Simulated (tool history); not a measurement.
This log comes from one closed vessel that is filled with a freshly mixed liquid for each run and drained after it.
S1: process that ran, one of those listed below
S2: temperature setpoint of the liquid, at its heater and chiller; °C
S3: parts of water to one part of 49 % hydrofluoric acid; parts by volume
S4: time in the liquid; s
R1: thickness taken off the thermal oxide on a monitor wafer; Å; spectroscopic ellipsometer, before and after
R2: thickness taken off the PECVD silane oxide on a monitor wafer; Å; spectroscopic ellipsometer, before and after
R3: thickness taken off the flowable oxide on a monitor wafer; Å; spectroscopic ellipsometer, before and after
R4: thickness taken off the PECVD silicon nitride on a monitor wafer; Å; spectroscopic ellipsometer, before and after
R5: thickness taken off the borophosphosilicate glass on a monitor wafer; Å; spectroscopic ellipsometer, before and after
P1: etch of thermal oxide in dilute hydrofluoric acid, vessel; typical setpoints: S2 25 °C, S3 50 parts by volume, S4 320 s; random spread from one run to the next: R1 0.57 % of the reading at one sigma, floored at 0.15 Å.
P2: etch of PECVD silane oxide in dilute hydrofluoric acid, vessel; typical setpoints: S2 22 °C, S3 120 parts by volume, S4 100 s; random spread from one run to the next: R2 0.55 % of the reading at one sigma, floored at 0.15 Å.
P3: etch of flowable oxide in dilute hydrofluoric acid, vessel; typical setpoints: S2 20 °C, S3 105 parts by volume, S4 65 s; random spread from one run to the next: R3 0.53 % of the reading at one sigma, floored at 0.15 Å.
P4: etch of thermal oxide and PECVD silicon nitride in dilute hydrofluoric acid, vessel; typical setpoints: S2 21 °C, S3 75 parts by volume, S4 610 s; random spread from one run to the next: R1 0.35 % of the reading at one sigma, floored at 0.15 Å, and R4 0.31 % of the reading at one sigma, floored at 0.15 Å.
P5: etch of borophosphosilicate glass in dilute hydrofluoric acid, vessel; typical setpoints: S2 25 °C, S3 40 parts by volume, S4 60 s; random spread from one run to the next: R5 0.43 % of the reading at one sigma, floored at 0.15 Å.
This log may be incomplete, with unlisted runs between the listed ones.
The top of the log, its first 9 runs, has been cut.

| run | day | S1 | S2 | S3 | S4 | R1 | R2 | R3 | R4 | R5 |
|---|---|---|---|---|---|---|---|---|---|---|
| 10 | 2.383 | P3 | 20 | 105 | 65 |  |  | 205.12 |  |  |
| 11 | 2.562 | P5 | 32.5 | 40 | 60 |  |  |  |  | 1156 |
| 12 | 2.85 | P2 | 22 | 215 | 100 |  | 154.25 |  |  |  |
| 13 | 3.167 | P3 | 20 | 105 | 65 |  |  | 202.47 |  |  |
| 14 | 3.412 | P3 | 20 | 25 | 65 |  |  | 937.59 |  |  |
| 15 | 3.75 | P1 | 25 | 70 | 320 | 245.18 |  |  |  |  |
| 16 | 3.967 | P2 | 22 | 120 | 100 |  | 305.23 |  |  |  |
| 17 | 4.179 | P1 | 25 | 50 | 625 | 678.76 |  |  |  |  |
| 18 | 4.438 | P5 | 25 | 60 | 60 |  |  |  |  | 553.44 |
| 19 | 4.662 | P1 | 25 | 20 | 180 | 509.91 |  |  |  |  |
|  | 4.846 | thermometer replaced |
| 20 | 4.921 | P5 | 25 | 40 | 60 |  |  |  |  | 852.94 |
| 21 | 5.133 | P1 | 25 | 50 | 320 | 349.92 |  |  |  |  |
| 22 | 5.383 | P4 | 21 | 75 | 335 | 188.9 |  |  | 62.7 |  |
| 23 | 5.683 | P4 | 21 | 75 | 610 | 345.27 |  |  | 114.74 |  |
| 24 | 6.021 | P1 | 29 | 50 | 320 | 411.55 |  |  |  |  |
| 25 | 6.279 | P1 | 25 | 20 | 320 | 908.37 |  |  |  |  |
| 26 | 6.533 | P3 | 20 | 105 | 30 |  |  | 94.597 |  |  |
| 27 | 6.838 | P1 | 25 | 50 | 320 | 349.13 |  |  |  |  |
| 28 | 7.117 | P2 | 22 | 120 | 100 |  | 305.24 |  |  |  |
| 29 | 7.379 | P1 | 25 | 50 | 30 | 32.785 |  |  |  |  |
| 30 | 7.55 | P2 | 17 | 120 | 100 |  | 249.02 |  |  |  |
| 31 | 7.8 | P1 | 19.5 | 50 | 320 | 276 |  |  |  |  |
| 32 | 8.075 | P1 | 25 | 50 | 320 | 346.86 |  |  |  |  |

Expected results for the next run?
| 33 | 8.371 | P1 | 25 | 50 | 320 | ? |  |  |  |  |

Run 33 measured R1 335.76 Å.
